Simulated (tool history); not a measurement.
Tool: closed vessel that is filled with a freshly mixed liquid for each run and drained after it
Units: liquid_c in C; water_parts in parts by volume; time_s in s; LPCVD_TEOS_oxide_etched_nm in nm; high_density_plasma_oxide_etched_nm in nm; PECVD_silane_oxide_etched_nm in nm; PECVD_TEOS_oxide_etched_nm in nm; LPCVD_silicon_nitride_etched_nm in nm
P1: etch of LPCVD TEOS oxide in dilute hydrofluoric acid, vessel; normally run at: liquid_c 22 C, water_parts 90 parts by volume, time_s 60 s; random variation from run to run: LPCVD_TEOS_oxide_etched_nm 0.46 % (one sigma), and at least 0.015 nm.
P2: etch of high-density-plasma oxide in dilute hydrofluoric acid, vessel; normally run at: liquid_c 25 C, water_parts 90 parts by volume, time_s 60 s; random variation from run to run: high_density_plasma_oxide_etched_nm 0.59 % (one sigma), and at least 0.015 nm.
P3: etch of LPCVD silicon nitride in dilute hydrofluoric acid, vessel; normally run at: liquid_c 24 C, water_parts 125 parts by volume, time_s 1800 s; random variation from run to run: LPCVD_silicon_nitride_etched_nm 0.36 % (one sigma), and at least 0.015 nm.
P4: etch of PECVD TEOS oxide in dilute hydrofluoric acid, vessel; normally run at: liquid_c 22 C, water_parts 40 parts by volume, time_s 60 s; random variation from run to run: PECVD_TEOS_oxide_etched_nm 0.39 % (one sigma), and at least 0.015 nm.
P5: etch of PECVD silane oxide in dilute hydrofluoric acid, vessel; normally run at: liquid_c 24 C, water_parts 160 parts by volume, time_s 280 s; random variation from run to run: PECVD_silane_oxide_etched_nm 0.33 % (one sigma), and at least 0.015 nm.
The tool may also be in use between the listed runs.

run,hour,process,liquid_c,water_parts,time_s,hours since the thermometer was replaced,hours since the hydrofluoric acid flow meter was replaced,LPCVD_TEOS_oxide_etched_nm,high_density_plasma_oxide_etched_nm,PECVD_silane_oxide_etched_nm,PECVD_TEOS_oxide_etched_nm,LPCVD_silicon_nitride_etched_nm
1,9.3,P1,22,90,60,704.9,338.6,10.227,,,,
2,22.6,P2,25,90,60,718.2,351.9,,4.6902,,,
3,33.3,P1,22,90,60,728.9,362.6,10.158,,,,
4,41.1,P1,22,50,60,736.7,370.4,19.264,,,,
5,54.2,P1,22,145,60,749.8,383.5,5.9616,,,,
6,62.3,P1,22,90,60,757.9,391.6,10.199,,,,
7,70,P2,25,90,30,765.6,399.3,,2.3306,,,
8,82.5,P1,26,90,60,778.1,411.8,11.974,,,,
9,91.6,P5,17,160,280,787.2,420.9,,,25.961,,
10,100.1,P4,22,60,60,795.7,429.4,,,,13.167,
11,110.3,P1,22,90,35,805.9,439.6,5.9841,,,,
12,119.1,P4,22,40,60,814.7,448.4,,,,20.267,
13,132.6,P1,22,40,35,828.2,461.9,14.416,,,,
14,145.5,P1,22,90,105,841.1,474.8,17.901,,,,
15,157.4,P4,22,40,120,853,486.7,,,,40.408,
16,164.4,P2,18.5,90,60,860,493.7,,3.6241,,,
17,173.4,P1,17,125,60,869,502.7,5.82,,,,
18,185.3,P5,24,160,280,880.9,514.6,,,34.265,,
19,196.2,P5,24,160,30,891.8,525.5,,,3.6683,,
20,203.5,P3,24,125,3335,899.1,532.8,,,,,10.524
21,213.1,P3,24,125,1800,908.7,542.4,,,,,5.7419
22,226.9,P1,22,145,85,922.5,556.2,8.3854,,,,
23,237.9,P3,24,125,1800,933.5,567.2,,,,,5.6672
24,248,P2,25,90,60,943.6,577.3,,4.745,,,
25,261.2,P1,22,90,60,956.8,590.5,10.268,,,,
26,268,P2,25,20,60,963.6,597.3,,23.309,,,
27,277.9,P3,31.5,125,1800,973.5,607.2,,,,,9.1271
28,290.3,P1,17,90,60,985.9,619.6,8.3138,,,,
29,296.5,P3,24,195,1800,992.1,625.8,,,,,3.6423
30,309,P4,28,40,60,1004.6,638.3,,,,25.979,
31,319.9,P5,24,230,280,1015.5,649.2,,,21.926,,
32,329.1,P1,22,90,60,1024.7,658.4,10.231,,,,
33,340.3,P1,22,90,60,1035.9,669.6,10.225,,,,
34,354.2,P1,22,90,60,1049.8,683.5,10.256,,,,
35,365.9,P1,22,90,60,1061.5,695.2,9.9293,,,,
36,373.1,P1,22,90,60,1068.7,702.4,9.7968,,,,
37,385.2,P1,22,90,60,1080.8,714.5,9.6682,,,,
38,398.3,P1,22,90,60,1093.9,727.6,9.539,,,,
39,411.8,P1,22,90,60,1107.4,741.1,9.5117,,,,
40,423.9,P1,22,90,60,1119.5,753.2,9.5446,,,,
41,433.7,P1,22,90,60,1129.3,763,9.4644,,,,
42,446.4,P1,22,90,60,1142,775.7,9.5292,,,,

What P1 gives has crept away from where it was. These 2 causes fit the log equally well, each at the size given:
A: hydrofluoric acid flow below the setpoint (%) = 6.49
B: liquid colder than its thermometer reads (K) = 1.82
The creep began at about hour 354.2.

4 check runs are offered, one wafer each, their results left as question marks. Which one tells the causes apart?
check 1,459.1,P5,17.5,160,50,,,,,?,,
check 2,459.1,P4,27,40,105,,,,,,?,
check 3,459.1,P2,25,35,60,,,,?,,,
check 4,459.1,P3,24,195,1800,,,,,,,?

What each check would give under each cause:
check,result,if A,if B
check 1,PECVD_silane_oxide_etched_nm,4.3677,4.3819
check 2,PECVD_TEOS_oxide_etched_nm,40.615,40.489
check 3,high_density_plasma_oxide_etched_nm,12.093,12.029
check 4,LPCVD_silicon_nitride_etched_nm,3.4331,3.266
How far apart the two closest causes lie, in the result that separates them most: check 1 0.33 %; check 2 0.31 %; check 3 0.53 %; check 4 4.99 %
Only check 4 tells the causes apart: in the others they would give nearly the same result.

Then check 4 was run and gave: LPCVD_silicon_nitride_etched_nm 3.455 nm. Which cause is it?

It is A: hydrofluoric acid flow below the setpoint (%).
